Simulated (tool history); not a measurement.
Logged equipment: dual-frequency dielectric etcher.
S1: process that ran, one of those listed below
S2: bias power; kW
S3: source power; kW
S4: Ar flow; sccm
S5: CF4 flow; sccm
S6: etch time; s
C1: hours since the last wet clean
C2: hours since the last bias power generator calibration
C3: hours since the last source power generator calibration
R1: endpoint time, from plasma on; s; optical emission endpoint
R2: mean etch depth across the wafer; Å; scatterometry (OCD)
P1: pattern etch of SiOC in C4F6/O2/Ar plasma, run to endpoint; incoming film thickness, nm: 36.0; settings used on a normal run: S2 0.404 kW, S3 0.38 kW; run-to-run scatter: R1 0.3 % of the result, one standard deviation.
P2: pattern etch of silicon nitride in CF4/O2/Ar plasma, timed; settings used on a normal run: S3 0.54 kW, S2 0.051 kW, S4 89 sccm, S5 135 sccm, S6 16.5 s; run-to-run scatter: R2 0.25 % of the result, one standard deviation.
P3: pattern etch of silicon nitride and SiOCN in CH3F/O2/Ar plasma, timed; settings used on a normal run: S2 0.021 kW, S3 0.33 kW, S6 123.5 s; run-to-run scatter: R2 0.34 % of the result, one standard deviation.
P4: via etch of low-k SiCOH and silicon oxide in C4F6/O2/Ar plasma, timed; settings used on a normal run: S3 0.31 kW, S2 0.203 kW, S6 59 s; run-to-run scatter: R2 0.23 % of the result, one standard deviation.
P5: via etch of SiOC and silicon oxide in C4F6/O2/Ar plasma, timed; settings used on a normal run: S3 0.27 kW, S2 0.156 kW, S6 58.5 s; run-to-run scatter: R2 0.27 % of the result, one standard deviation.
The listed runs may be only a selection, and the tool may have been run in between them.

run,hour,S1,S2,S3,S4,S5,S6,C1,C2,C3,R1,R2
1,10.1,P1,0.404,0.38,,,,430,273.4,1315.1,13.765,
2,18.1,P2,0.051,0.54,54,135,16.5,438,281.4,1323.1,,359.25
3,36.5,P5,0.156,0.27,,,84.5,456.4,299.8,1341.5,,766.27
4,48.6,P3,0.021,0.33,,,123.5,468.5,311.9,1353.6,,145.01
5,62.3,P1,0.565,0.38,,,,482.2,325.6,1367.3,12.092,
6,74.1,P1,0.498,0.23,,,,494,337.4,1379.1,15.283,
7,85,P2,0.051,0.54,89,135,16.5,504.9,348.3,1390,,343.75
8,95.1,P3,0.021,0.33,,,68,515,358.4,1400.1,,80.471
9,108.8,P1,0.404,0.25,,,,528.7,372.1,1413.8,16.071,
10,125.4,P5,0.156,0.27,,,58.5,545.3,388.7,1430.4,,530.46
11,143.5,P2,0.051,0.54,89,135,16.5,563.4,406.8,1448.5,,343.81
12,155.6,P4,0.203,0.31,,,59,575.5,418.9,1460.6,,1582.1
13,163.9,P5,0.22,0.27,,,58.5,583.8,427.2,1468.9,,591.56
14,180.8,P4,0.203,0.31,,,59,600.7,444.1,1485.8,,1573.8
15,190.1,P1,0.263,0.26,,,,610,453.4,1495.1,18.438,
16,199.3,P2,0.051,0.32,89,135,16.5,619.2,462.6,1504.3,,218.26
17,214.3,P2,0.051,0.54,89,90,16.5,634.2,477.6,1519.3,,328.26
18,222.5,P3,0.013,0.33,,,123.5,642.4,485.8,1527.5,,119.37
19,238.8,P4,0.203,0.31,,,44.5,658.7,502.1,1543.8,,1182.5
20,246.8,P1,0.404,0.46,,,,666.7,510.1,1551.8,12.722,
21,259.6,P1,0.404,0.38,,,,679.5,522.9,1564.6,13.653,
22,273.5,P5,0.156,0.38,,,58.5,693.4,536.8,1578.5,,602.14
23,287,P3,0.021,0.33,,,123.5,706.9,550.3,1592,,145.37
24,295.1,P4,0.274,0.31,,,59,715,558.4,1600.1,,1746.4
25,312.9,P1,0.404,0.38,,,,732.8,576.2,1617.9,13.696,
26,330.8,P1,0.404,0.38,,,,750.7,594.1,1635.8,13.722,
27,340.9,P1,0.404,0.38,,,,760.8,604.2,1645.9,13.638,
28,352.5,P5,0.156,0.27,,,58.5,772.4,615.8,1657.5,,530.01
29,370.7,P2,0.029,0.54,89,135,16.5,790.6,634,1675.7,,284.97
30,387.1,P1,0.285,0.38,,,,807,650.4,1692.1,15.454,
31,404.1,P2,0.051,0.54,89,135,9,824,667.4,1709.1,,187.04
32,415.7,P3,0.021,0.22,,,123.5,835.6,679,1720.7,,126.68
33,426.9,P4,0.203,0.39,,,59,846.8,690.2,1731.9,,1722.1
34,435.8,P1,0.404,0.38,,,,855.7,699.1,1740.8,13.674,
35,452.2,P1,0.404,0.38,,,,872.1,715.5,1757.2,13.691,
36,468.1,P1,0.404,0.38,,,,888,731.4,1773.1,13.554,
37,484.1,P1,0.404,0.38,,,,904,747.4,1789.1,13.541,
# hour 489.6: wet clean of the chamber
38,499.1,P1,0.404,0.38,,,,9.6,762.4,1804.1,13.491,
39,517.4,P1,0.404,0.38,,,,27.9,780.7,1822.4,13.559,

What will run 40 give?
40,531,P1,0.404,0.38,,,,41.5,794.3,1836,?,

{"run 40": {"R1": 13.535}}
